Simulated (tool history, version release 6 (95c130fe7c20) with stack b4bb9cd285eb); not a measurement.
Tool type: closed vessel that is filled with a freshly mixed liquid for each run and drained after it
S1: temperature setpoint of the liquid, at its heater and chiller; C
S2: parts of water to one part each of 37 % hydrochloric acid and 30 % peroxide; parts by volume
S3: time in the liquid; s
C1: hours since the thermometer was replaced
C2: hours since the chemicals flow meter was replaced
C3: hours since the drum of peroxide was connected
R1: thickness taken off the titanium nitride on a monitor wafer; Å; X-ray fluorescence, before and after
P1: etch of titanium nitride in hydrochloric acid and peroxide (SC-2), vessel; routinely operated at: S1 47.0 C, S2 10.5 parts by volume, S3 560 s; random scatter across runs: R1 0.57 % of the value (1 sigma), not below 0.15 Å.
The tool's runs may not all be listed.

run 1 hour=6.2 | S1=47.0 S2=10.5 S3=560 | C1=565.4 C2=264.9 C3=92.4 | R1=91.5260
run 2 hour=12.6 | S1=35.0 S2=10.5 S3=165 | C1=571.8 C2=271.3 C3=98.8 | R1=11.8070
run 3 hour=17.3 | S1=60.5 S2=10.5 S3=560 | C1=576.5 C2=276.0 C3=103.5 | R1=221.5700
run 4 hour=26.0 | S1=47.0 S2=10.5 S3=55 | C1=585.2 C2=284.7 C3=112.2 | R1=8.9467
-- hour=26.8 chemicals flow meter replaced
run 5 hour=36.3 | S1=47.0 S2=17.0 S3=560 | C1=595.5 C2=9.6 C3=122.5 | R1=59.1970
run 6 hour=44.3 | S1=47.0 S2=10.5 S3=560 | C1=603.5 C2=17.6 C3=130.5 | R1=91.5440
run 7 hour=54.6 | S1=47.0 S2=10.5 S3=560 | C1=613.8 C2=27.9 C3=140.8 | R1=91.1030
run 8 hour=60.7 | S1=47.0 S2=10.5 S3=560 | C1=619.9 C2=34.0 C3=146.9 | R1=91.9340
run 9 hour=66.2 | S1=47.0 S2=10.5 S3=995 | C1=625.4 C2=39.5 C3=152.4 | R1=161.7700
run 10 hour=73.6 | S1=47.0 S2=10.5 S3=560 | C1=632.8 C2=46.9 C3=159.8 | R1=91.2770
run 11 hour=79.9 | S1=47.0 S2=10.5 S3=560 | C1=639.1 C2=53.2 C3=166.1 | R1=90.7680
run 12 hour=89.7 | S1=47.0 S2=4.0 S3=560 | C1=648.9 C2=63.0 C3=175.9 | R1=188.6300
run 13 hour=94.9 | S1=47.0 S2=10.5 S3=560 | C1=654.1 C2=68.2 C3=181.1 | R1=91.7080
run 14 hour=105.3 | S1=35.0 S2=10.5 S3=560 | C1=664.5 C2=78.6 C3=191.5 | R1=39.0940
run 15 hour=111.8 | S1=47.0 S2=10.5 S3=560 | C1=671.0 C2=85.1 C3=198.0 | R1=91.8070
run 16 hour=118.8 | S1=47.0 S2=10.5 S3=560 | C1=678.0 C2=92.1 C3=205.0 | R1=87.5010
run 17 hour=126.8 | S1=47.0 S2=10.5 S3=560 | C1=686.0 C2=100.1 C3=213.0 | R1=84.5110
run 18 hour=132.3 | S1=47.0 S2=10.5 S3=560 | C1=691.5 C2=105.6 C3=218.5 | R1=84.7110
run 19 hour=141.5 | S1=47.0 S2=10.5 S3=560 | C1=700.7 C2=114.8 C3=227.7 | R1=83.1670
-- hour=143.3 new drum of peroxide connected
run 20 hour=151.1 | S1=47.0 S2=10.5 S3=560 | C1=710.3 C2=124.4 C3=7.9 | R1=82.9420
run 21 hour=157.7 | S1=47.0 S2=10.5 S3=560 | C1=716.9 C2=131.0 C3=14.5 | R1=81.9220
run 22 hour=164.4 | S1=47.0 S2=10.5 S3=560 | C1=723.6 C2=137.7 C3=21.2 | R1=82.5030

Compared with where it was, what P1 gives has crept away. Each cause listed below fits the log as well as the rest, at the size given for it:
A: chemicals flow below the setpoint (%) = 11.5
B: liquid colder than its thermometer reads (K) = 1.53
At approximately hour 111.8, the process output began to creep.
All other causes, with the reason each is excluded:
peroxide weaker than its label (%): serviced after onset, at hour 143.3, with no recovery of the prior output

Which of the check runs below tells the causes apart, meaning the causes would give it clearly different results? Each run uses 5 wafers whose results are averaged, and each result is shown as a question mark.
run check 1 hour=171.1 | S1=39.0 S2=10.5 S3=165 | R1=?
run check 2 hour=171.1 | S1=47.0 S2=16.0 S3=755 | R1=?
run check 3 hour=171.1 | S1=47.0 S2=4.0 S3=915 | R1=?
run check 4 hour=171.1 | S1=39.0 S2=10.5 S3=560 | R1=?

Outcome of each check run for each possible cause:
check=check_1 result=R1 if_A=13.9290 if_B=13.8410
check=check_2 result=R1 if_A=76.8410 if_B=77.2160
check=check_3 result=R1 if_A=286.7900 if_B=280.7400
check=check_4 result=R1 if_A=47.2740 if_B=46.9770
Distance between the nearest two causes, measured in the result of the check that separates them most: check 1 0.63 %; check 2 0.49 %; check 3 2.13 %; check 4 0.63 %
Check 3 tells the causes apart: in the others they would give nearly the same result.

Then check 3 was run and gave: R1 281.5600 Å. Which cause is it?

The cause is B: liquid colder than its thermometer reads (K).

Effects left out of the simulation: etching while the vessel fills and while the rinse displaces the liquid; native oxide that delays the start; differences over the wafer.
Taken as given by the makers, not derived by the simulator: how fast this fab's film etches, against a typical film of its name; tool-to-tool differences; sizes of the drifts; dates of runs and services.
